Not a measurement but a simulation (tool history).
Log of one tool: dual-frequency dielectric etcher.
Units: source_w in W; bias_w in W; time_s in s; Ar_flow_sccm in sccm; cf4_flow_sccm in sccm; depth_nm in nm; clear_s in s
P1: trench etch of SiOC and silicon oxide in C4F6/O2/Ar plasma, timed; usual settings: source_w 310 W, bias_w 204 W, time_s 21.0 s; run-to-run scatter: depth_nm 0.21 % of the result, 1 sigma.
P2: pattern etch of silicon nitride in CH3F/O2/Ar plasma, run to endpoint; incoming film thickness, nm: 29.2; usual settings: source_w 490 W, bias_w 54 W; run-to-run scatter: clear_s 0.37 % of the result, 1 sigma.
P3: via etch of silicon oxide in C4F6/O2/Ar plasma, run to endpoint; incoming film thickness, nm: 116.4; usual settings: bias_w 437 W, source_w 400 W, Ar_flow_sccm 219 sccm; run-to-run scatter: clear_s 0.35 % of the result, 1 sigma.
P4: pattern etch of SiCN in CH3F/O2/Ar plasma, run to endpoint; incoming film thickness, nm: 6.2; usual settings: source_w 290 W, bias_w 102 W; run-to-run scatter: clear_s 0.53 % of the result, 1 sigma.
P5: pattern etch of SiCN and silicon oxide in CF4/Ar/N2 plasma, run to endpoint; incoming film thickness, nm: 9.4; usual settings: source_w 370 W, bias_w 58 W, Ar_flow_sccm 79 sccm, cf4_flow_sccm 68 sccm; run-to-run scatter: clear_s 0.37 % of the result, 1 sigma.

run   hour  process  source_w  bias_w  time_s  Ar_flow_sccm  cf4_flow_sccm  depth_nm  clear_s
  1    9.7       P1       310     204    21.0                                 39.401
  2   23.6       P3       400     437                   219                           26.4610
  3   36.3       P5       370      58                    58             68            12.4250
  4   49.7       P1       310     204    21.0                                 39.497
  5   66.3       P1       310     204    21.0                                 39.437
  6   81.8       P1       190     204    21.0                                 32.742
  7   96.4       P1       430     204    21.0                                 44.837
  8  106.9       P4       290     132                                                 14.9210
  9  114.5       P1       310     204    12.5                                 23.559
 10  129.9       P1       310     204    21.0                                 39.502
 11  138.2       P5       370      81                    79             68            11.6330
 12  145.7       P2       590      54                                                 38.7810
 13  153.8       P3       510     437                   219                           24.2390
 14  168.2       P2       490      54                                                 42.0840
 15  184.7       P2       490      40                                                 45.8660
 16  195.8       P1       310     281    21.0                                 44.009
 17  212.8       P4       290     102                                                 16.6010
 18  221.6       P3       400     316                   219                           29.4310
 19  236.4       P1       310     204    21.0                                 39.311
 20  244.3       P5       510      58                    79             68             9.7581
 21  259.6       P4       390     102                                                 14.9310
 22  271.3       P1       310     204    21.0                                 39.353
 23  286.1       P1       310     246    16.5                                 33.110
 24  303.3       P1       310     127    21.0                                 33.892
 25  316.2       P4       290     102                                                 16.4710
 26  328.3       P1       310     204    28.5                                 53.645
 27  336.3       P5       370      58                    79             49            13.5350
 28  352.9       P1       310     204    21.0                                 39.562
 29  367.4       P3       400     437                   154                           25.3070
 30  380.5       P5       370      58                    79             68            12.9650
 31  388.7       P2       490      54                                                 41.7930
 32  400.1       P1       310     204    21.0                                 39.396
 33  414.9       P1       310     204    21.0                                 39.217
 34  425.9       P1       310     204    21.0                                 39.149
 35  436.2       P1       310     204    21.0                                 39.041
 36  446.6       P1       310     204    21.0                                 38.924
 37  463.0       P1       310     204    21.0                                 38.860
     470.9  -- wet clean of the chamber
 38  480.1       P1       310     204    21.0                                 38.835
 39  491.2       P1       310     204    21.0                                 38.858
 40  499.9       P1       310     204    21.0                                 38.804
 41  508.9       P1       310     204    21.0                                 38.751

What P1 gives has crept away from where it was. These 2 causes fit the log equally well, each at the size given:
A: source power that arrives under what is set, % = 3.84
B: bias power that arrives under what is set, % = 4.46
The creep began at about hour 400.1.
Why every other cause is out:
chamber walls in a state that lowers the etch rate, %: serviced at hour 470.9, which brought nothing back

4 check runs are offered, each on 2 wafers whose results are averaged, their results left as question marks. Which one tells the causes apart?
check 1  517.9       P2       490      54                                                       ?
check 2  517.9       P3       400     437                   219                                 ?
check 3  517.9       P4       290     102                                                       ?
check 4  517.9       P5       370      58                    79             68                  ?

What each check would give under each cause:
  check   result     if A     if B
check 1  clear_s  42.6420  42.5980
check 2  clear_s  26.7510  26.8090
check 3  clear_s  16.8060  16.8600
check 4  clear_s  13.3950  13.1240
How far apart the two closest causes lie, in the result that separates them most: check 1 0.1 %; check 2 0.21 %; check 3 0.32 %; check 4 2.05 %
Check 4 tells the causes apart: in the others they would give nearly the same result.

Then check 4 was run and gave: clear_s 13.3690 s. Which cause is it?

It is A: source power that arrives under what is set, %.
